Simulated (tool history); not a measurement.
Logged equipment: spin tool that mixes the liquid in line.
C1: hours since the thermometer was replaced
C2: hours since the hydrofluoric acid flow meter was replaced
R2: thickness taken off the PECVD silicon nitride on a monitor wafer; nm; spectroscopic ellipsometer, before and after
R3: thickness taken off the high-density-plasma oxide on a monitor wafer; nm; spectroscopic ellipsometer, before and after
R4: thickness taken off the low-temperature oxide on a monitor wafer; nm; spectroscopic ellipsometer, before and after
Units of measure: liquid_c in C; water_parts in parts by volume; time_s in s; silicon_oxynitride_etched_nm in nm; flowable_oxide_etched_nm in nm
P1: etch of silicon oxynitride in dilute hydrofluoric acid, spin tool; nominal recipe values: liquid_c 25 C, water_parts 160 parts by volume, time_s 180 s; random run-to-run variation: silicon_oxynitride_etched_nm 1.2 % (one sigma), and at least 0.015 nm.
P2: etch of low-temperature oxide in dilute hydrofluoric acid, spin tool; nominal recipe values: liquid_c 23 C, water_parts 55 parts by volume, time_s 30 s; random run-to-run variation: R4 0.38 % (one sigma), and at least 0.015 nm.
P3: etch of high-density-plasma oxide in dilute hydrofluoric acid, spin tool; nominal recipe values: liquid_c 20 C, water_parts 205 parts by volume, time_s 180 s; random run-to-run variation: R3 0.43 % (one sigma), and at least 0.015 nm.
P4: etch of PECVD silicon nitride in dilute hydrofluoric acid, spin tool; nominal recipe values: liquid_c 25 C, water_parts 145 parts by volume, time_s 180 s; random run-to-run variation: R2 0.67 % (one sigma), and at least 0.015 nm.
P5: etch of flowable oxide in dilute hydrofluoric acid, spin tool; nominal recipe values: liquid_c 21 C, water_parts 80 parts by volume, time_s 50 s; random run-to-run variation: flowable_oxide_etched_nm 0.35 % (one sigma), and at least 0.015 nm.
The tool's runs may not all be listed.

run 1 hour=11.2 | process=P1 liquid_c=25 water_parts=160 time_s=180 | C1=379.5 C2=346.6 | silicon_oxynitride_etched_nm=1.7781
run 2 hour=24.9 | process=P1 liquid_c=31.5 water_parts=95 time_s=180 | C1=393.2 C2=360.3 | silicon_oxynitride_etched_nm=4.2159
run 3 hour=34 | process=P4 liquid_c=25 water_parts=145 time_s=320 | C1=402.3 C2=369.4 | R2=6.2983
run 4 hour=43 | process=P3 liquid_c=20 water_parts=205 time_s=45 | C1=411.3 C2=378.4 | R3=1.4476
run 5 hour=49 | process=P2 liquid_c=23 water_parts=55 time_s=65 | C1=417.3 C2=384.4 | R4=27.93
run 6 hour=59 | process=P1 liquid_c=25 water_parts=160 time_s=180 | C1=427.3 C2=394.4 | silicon_oxynitride_etched_nm=1.7503
run 7 hour=70.7 | process=P5 liquid_c=21 water_parts=80 time_s=50 | C1=439 C2=406.1 | flowable_oxide_etched_nm=17.498
run 8 hour=77.7 | process=P4 liquid_c=25 water_parts=145 time_s=180 | C1=446 C2=413.1 | R2=3.5716
run 9 hour=83.9 | process=P3 liquid_c=20 water_parts=55 time_s=180 | C1=452.2 C2=419.3 | R3=25.337
run 10 hour=93.2 | process=P3 liquid_c=20 water_parts=205 time_s=180 | C1=461.5 C2=428.6 | R3=5.765
run 11 hour=104.7 | process=P5 liquid_c=21 water_parts=30 time_s=50 | C1=473 C2=440.1 | flowable_oxide_etched_nm=49.733
run 12 hour=114.4 | process=P5 liquid_c=21 water_parts=80 time_s=85 | C1=482.7 C2=449.8 | flowable_oxide_etched_nm=29.769
run 13 hour=124.2 | process=P3 liquid_c=20 water_parts=205 time_s=180 | C1=492.5 C2=459.6 | R3=5.7395
run 14 hour=135.6 | process=P5 liquid_c=17 water_parts=80 time_s=50 | C1=503.9 C2=471 | flowable_oxide_etched_nm=14.855
run 15 hour=145.1 | process=P1 liquid_c=25 water_parts=160 time_s=180 | C1=513.4 C2=480.5 | silicon_oxynitride_etched_nm=1.7704
run 16 hour=157.9 | process=P1 liquid_c=25 water_parts=160 time_s=340 | C1=526.2 C2=493.3 | silicon_oxynitride_etched_nm=3.3833
run 17 hour=164.8 | process=P2 liquid_c=29 water_parts=55 time_s=30 | C1=533.1 C2=500.2 | R4=16.399
run 18 hour=175.4 | process=P1 liquid_c=30.5 water_parts=160 time_s=180 | C1=543.7 C2=510.8 | silicon_oxynitride_etched_nm=2.2864
run 19 hour=186.1 | process=P4 liquid_c=33 water_parts=145 time_s=180 | C1=554.4 C2=521.5 | R2=5.846
run 20 hour=193.3 | process=P1 liquid_c=18.5 water_parts=160 time_s=180 | C1=561.6 C2=528.7 | silicon_oxynitride_etched_nm=1.2851
run 21 hour=204.9 | process=P1 liquid_c=25 water_parts=160 time_s=180 | C1=573.2 C2=540.3 | silicon_oxynitride_etched_nm=1.8041
run 22 hour=215.9 | process=P1 liquid_c=25 water_parts=160 time_s=180 | C1=584.2 C2=551.3 | silicon_oxynitride_etched_nm=1.7507
run 23 hour=227.1 | process=P1 liquid_c=25 water_parts=285 time_s=180 | C1=595.4 C2=562.5 | silicon_oxynitride_etched_nm=0.89854
run 24 hour=237.5 | process=P1 liquid_c=31.5 water_parts=160 time_s=355 | C1=605.8 C2=572.9 | silicon_oxynitride_etched_nm=4.6156
run 25 hour=243.7 | process=P2 liquid_c=23 water_parts=55 time_s=30 | C1=612 C2=579.1 | R4=12.908
run 26 hour=252.2 | process=P4 liquid_c=25 water_parts=35 time_s=180 | C1=620.5 C2=587.6 | R2=14.266
run 27 hour=265.7 | process=P1 liquid_c=25 water_parts=160 time_s=15 | C1=634 C2=601.1 | silicon_oxynitride_etched_nm=0.15349
run 28 hour=276.7 | process=P3 liquid_c=17 water_parts=205 time_s=180 | C1=645 C2=612.1 | R3=5.1336
run 29 hour=289.7 | process=P1 liquid_c=25 water_parts=160 time_s=180 | C1=658 C2=625.1 | silicon_oxynitride_etched_nm=1.7467
run 30 hour=297.6 | process=P1 liquid_c=25 water_parts=80 time_s=180 | C1=665.9 C2=633 | silicon_oxynitride_etched_nm=3.8229
run 31 hour=303.6 | process=P2 liquid_c=23 water_parts=90 time_s=30 | C1=671.9 C2=639 | R4=7.5462
run 32 hour=310.3 | process=P1 liquid_c=25 water_parts=160 time_s=180 | C1=678.6 C2=645.7 | silicon_oxynitride_etched_nm=1.7641
run 33 hour=316.3 | process=P1 liquid_c=25 water_parts=160 time_s=180 | C1=684.6 C2=651.7 | silicon_oxynitride_etched_nm=1.7991
run 34 hour=328.4 | process=P1 liquid_c=25 water_parts=160 time_s=180 | C1=696.7 C2=663.8 | silicon_oxynitride_etched_nm=1.8673
run 35 hour=334.7 | process=P1 liquid_c=25 water_parts=160 time_s=180 | C1=703 C2=670.1 | silicon_oxynitride_etched_nm=1.8969
run 36 hour=345.2 | process=P1 liquid_c=25 water_parts=160 time_s=180 | C1=713.5 C2=680.6 | silicon_oxynitride_etched_nm=1.9136
run 37 hour=358.3 | process=P1 liquid_c=25 water_parts=160 time_s=180 | C1=726.6 C2=693.7 | silicon_oxynitride_etched_nm=1.9251
run 38 hour=370.6 | process=P1 liquid_c=25 water_parts=160 time_s=180 | C1=738.9 C2=706 | silicon_oxynitride_etched_nm=1.9721
run 39 hour=378.7 | process=P1 liquid_c=25 water_parts=160 time_s=180 | C1=747 C2=714.1 | silicon_oxynitride_etched_nm=1.9284
run 40 hour=392.1 | process=P1 liquid_c=25 water_parts=160 time_s=180 | C1=760.4 C2=727.5 | silicon_oxynitride_etched_nm=1.9628
run 41 hour=400.5 | process=P1 liquid_c=25 water_parts=160 time_s=180 | C1=768.8 C2=735.9 | silicon_oxynitride_etched_nm=1.9611
run 42 hour=409.8 | process=P1 liquid_c=25 water_parts=160 time_s=180 | C1=778.1 C2=745.2 | silicon_oxynitride_etched_nm=1.9892
run 43 hour=420.7 | process=P1 liquid_c=25 water_parts=160 time_s=180 | C1=789 C2=756.1 | silicon_oxynitride_etched_nm=1.9661

P1 no longer gives what it gave before; its output has crept away from where it was. The following 2 causes, each at its listed size, fit the log equally well:
A: hydrofluoric acid flow above the setpoint (%) = 9.44
B: liquid hotter than its thermometer reads (K) = 2.28
Creep in the process output first set in at about hour 310.3.

Consider the 4 single-wafer check runs listed below, results given as question marks: which one distinguishes between the causes by giving clearly different results for each?
run check 1 hour=431.6 | process=P3 liquid_c=20 water_parts=110 time_s=180 | R3=?
run check 2 hour=431.6 | process=P2 liquid_c=23 water_parts=90 time_s=55 | R4=?
run check 3 hour=431.6 | process=P5 liquid_c=21 water_parts=40 time_s=50 | flowable_oxide_etched_nm=?
run check 4 hour=431.6 | process=P4 liquid_c=30.5 water_parts=55 time_s=180 | R2=?

Predicted outcomes, by check and by cause:
check=check_1 result=R3 if_A=13.101 if_B=12.988
check=check_2 result=R4 if_A=15.28 if_B=15.146
check=check_3 result=flowable_oxide_etched_nm if_A=40.418 if_B=40.478
check=check_4 result=R2 if_A=14.537 if_B=15.366
How far apart the two closest causes lie, in the result that separates them most: check 1 0.87 %; check 2 0.88 %; check 3 0.15 %; check 4 5.55 %
Check 4 distinguishes between the causes, while the remaining checks would return nearly the same result for all of them.

Check 4 has now been run. It gave: R2 14.44 nm. Which of the candidate causes is it?

It is A: hydrofluoric acid flow above the setpoint (%).
